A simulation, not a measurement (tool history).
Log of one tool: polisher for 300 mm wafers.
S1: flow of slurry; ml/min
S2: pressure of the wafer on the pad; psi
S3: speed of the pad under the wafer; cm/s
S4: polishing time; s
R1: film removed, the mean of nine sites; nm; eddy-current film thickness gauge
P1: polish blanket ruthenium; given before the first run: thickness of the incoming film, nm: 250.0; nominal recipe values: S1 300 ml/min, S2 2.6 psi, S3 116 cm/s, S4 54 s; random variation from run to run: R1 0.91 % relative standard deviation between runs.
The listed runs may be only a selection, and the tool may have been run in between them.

Run 1, hour 14.8: S1 300 ml/min, S2 2.6 psi, S3 116 cm/s, S4 54 s. Result: R1 79.035 nm.
Run 2, hour 24.3: S1 395 ml/min, S2 2.6 psi, S3 178 cm/s, S4 54 s. Result: R1 122.260 nm.
Run 3, hour 42.1: S1 300 ml/min, S2 2.6 psi, S3 116 cm/s, S4 54 s. Result: R1 79.304 nm.
Run 4, hour 53.7: S1 300 ml/min, S2 2.6 psi, S3 116 cm/s, S4 54 s. Result: R1 79.630 nm.
Run 5, hour 71.9: S1 300 ml/min, S2 2.6 psi, S3 116 cm/s, S4 84 s. Result: R1 120.940 nm.
Run 6, hour 88.5: S1 300 ml/min, S2 2.6 psi, S3 116 cm/s, S4 25 s. Result: R1 37.148 nm.
Run 7, hour 107.6: S1 430 ml/min, S2 1.8 psi, S3 116 cm/s, S4 54 s. Result: R1 56.182 nm.
Run 8, hour 121.0: S1 300 ml/min, S2 1.3 psi, S3 116 cm/s, S4 54 s. Result: R1 38.948 nm.
Run 9, hour 130.2: S1 180 ml/min, S2 2.6 psi, S3 160 cm/s, S4 54 s. Result: R1 103.390 nm.
At hour 139.7: head pressure recalibrated.
Run 10, hour 144.2: S1 180 ml/min, S2 2.6 psi, S3 116 cm/s, S4 54 s. Result: R1 74.679 nm.
Run 11, hour 153.9: S1 300 ml/min, S2 2.6 psi, S3 116 cm/s, S4 54 s. Result: R1 78.309 nm.
Run 12, hour 171.0: S1 300 ml/min, S2 2.6 psi, S3 116 cm/s, S4 54 s. Result: R1 78.792 nm.
Run 13, hour 183.7: S1 300 ml/min, S2 2.6 psi, S3 52 cm/s, S4 54 s. Result: R1 35.100 nm.
Run 14, hour 192.4: S1 410 ml/min, S2 2.6 psi, S3 116 cm/s, S4 54 s. Result: R1 81.332 nm.
Run 15, hour 203.9: S1 300 ml/min, S2 4.1 psi, S3 116 cm/s, S4 54 s. Result: R1 121.260 nm.
Run 16, hour 214.6: S1 300 ml/min, S2 2.6 psi, S3 154 cm/s, S4 54 s. Result: R1 105.460 nm.
Run 17, hour 228.6: S1 300 ml/min, S2 2.6 psi, S3 116 cm/s, S4 54 s. Result: R1 78.321 nm.
Run 18, hour 246.6: S1 300 ml/min, S2 2.6 psi, S3 116 cm/s, S4 54 s. Result: R1 77.993 nm.
Run 19, hour 263.0: S1 300 ml/min, S2 2.6 psi, S3 116 cm/s, S4 54 s. Result: R1 76.982 nm.
Run 20, hour 279.8: S1 300 ml/min, S2 2.6 psi, S3 116 cm/s, S4 54 s. Result: R1 75.887 nm.
Run 21, hour 289.0: S1 300 ml/min, S2 2.6 psi, S3 116 cm/s, S4 54 s. Result: R1 74.432 nm.
Run 22, hour 301.7: S1 300 ml/min, S2 2.6 psi, S3 116 cm/s, S4 54 s. Result: R1 76.380 nm.
At hour 307.7: head pressure recalibrated.
Run 23, hour 314.4: S1 300 ml/min, S2 2.6 psi, S3 116 cm/s, S4 54 s. Result: R1 75.164 nm.
Run 24, hour 330.5: S1 300 ml/min, S2 2.6 psi, S3 116 cm/s, S4 54 s. Result: R1 75.010 nm.
Run 25, hour 349.1: S1 300 ml/min, S2 2.6 psi, S3 116 cm/s, S4 54 s. Result: R1 76.316 nm.
Run 26, hour 360.6: S1 300 ml/min, S2 2.6 psi, S3 116 cm/s, S4 54 s. Result: R1 76.041 nm.
Run 27, hour 372.5: S1 300 ml/min, S2 2.6 psi, S3 116 cm/s, S4 54 s. Result: R1 76.098 nm.

Estimate the outcome of run 28 from the log above:
Run 28, hour 385.4: S1 300 ml/min, S2 2.6 psi, S3 116 cm/s, S4 54 s. Result: R1 ?.

Run 28 gave R1 75.458 nm.
